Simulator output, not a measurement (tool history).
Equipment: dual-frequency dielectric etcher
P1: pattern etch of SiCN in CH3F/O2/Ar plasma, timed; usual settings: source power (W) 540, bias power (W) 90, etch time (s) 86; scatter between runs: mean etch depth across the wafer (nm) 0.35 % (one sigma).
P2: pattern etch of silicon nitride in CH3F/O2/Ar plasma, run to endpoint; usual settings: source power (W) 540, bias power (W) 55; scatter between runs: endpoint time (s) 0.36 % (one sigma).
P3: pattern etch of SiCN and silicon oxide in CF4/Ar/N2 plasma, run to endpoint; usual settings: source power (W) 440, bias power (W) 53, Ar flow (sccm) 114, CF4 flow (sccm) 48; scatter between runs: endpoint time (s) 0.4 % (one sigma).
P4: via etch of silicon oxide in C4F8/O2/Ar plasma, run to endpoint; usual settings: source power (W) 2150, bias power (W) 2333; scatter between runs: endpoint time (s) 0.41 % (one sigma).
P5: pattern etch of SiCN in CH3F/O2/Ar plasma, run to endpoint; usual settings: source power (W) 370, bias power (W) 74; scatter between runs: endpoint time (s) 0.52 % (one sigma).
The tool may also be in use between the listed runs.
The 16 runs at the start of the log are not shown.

run   hour  process that ran  source power (W)  bias power (W)  etch time (s)  Ar flow (sccm)  CF4 flow (sccm)  hours since the last wet clean  hours since the last source power generator calibration  hours since the last bias power generator calibration  mean etch depth across the wafer (nm)  endpoint time (s)
 17  106.2                P4              2150            3261                                                                           309.6                                                     77.8                                                 3246.1                                                    295.52
 18  110.6                P5               510              74                                                                             314                                                     82.2                                                 3250.5                                                    16.769
 19    118                P1               540             111             86                                                            321.4                                                     89.6                                                 3257.9                                 41.371
 20  124.3                P2               540              55                                                                           327.7                                                     95.9                                                 3264.2                                                    25.954
 21  131.3                P4              2150            2333                                                                           334.7                                                    102.9                                                 3271.2                                                    330.21
     132.2  -- bias power generator calibrated
 22  136.6                P1               540              90             86                                                              340                                                    108.2                                                    4.5                                 38.229
 23  141.1                P1               670              90             86                                                            344.5                                                    112.7                                                      9                                 41.665
       143  -- wet clean of the chamber
 24  147.6                P1               540              90             86                                                              4.7                                                    119.2                                                   15.5                                 38.321
 25  152.3                P2               540              37                                                                             9.4                                                    123.9                                                   20.2                                                    29.257
 26  158.2                P1               540              90             86                                                             15.3                                                    129.8                                                   26.1                                  37.97
 27  163.5                P4              2870            2333                                                                            20.6                                                    135.1                                                   31.4                                                    293.01
 28  169.3                P2               540              55                                                                            26.4                                                    140.9                                                   37.2                                                     26.01
 29    175                P5               370              44                                                                            32.1                                                    146.6                                                   42.9                                                    22.302

Run 30 is up next; what results do you expect?
 30  180.2                P3               440              53                            114               48                            37.3                                                    151.8                                                   48.1                                                         ?

Run 30 produced endpoint time (s) 23.423.

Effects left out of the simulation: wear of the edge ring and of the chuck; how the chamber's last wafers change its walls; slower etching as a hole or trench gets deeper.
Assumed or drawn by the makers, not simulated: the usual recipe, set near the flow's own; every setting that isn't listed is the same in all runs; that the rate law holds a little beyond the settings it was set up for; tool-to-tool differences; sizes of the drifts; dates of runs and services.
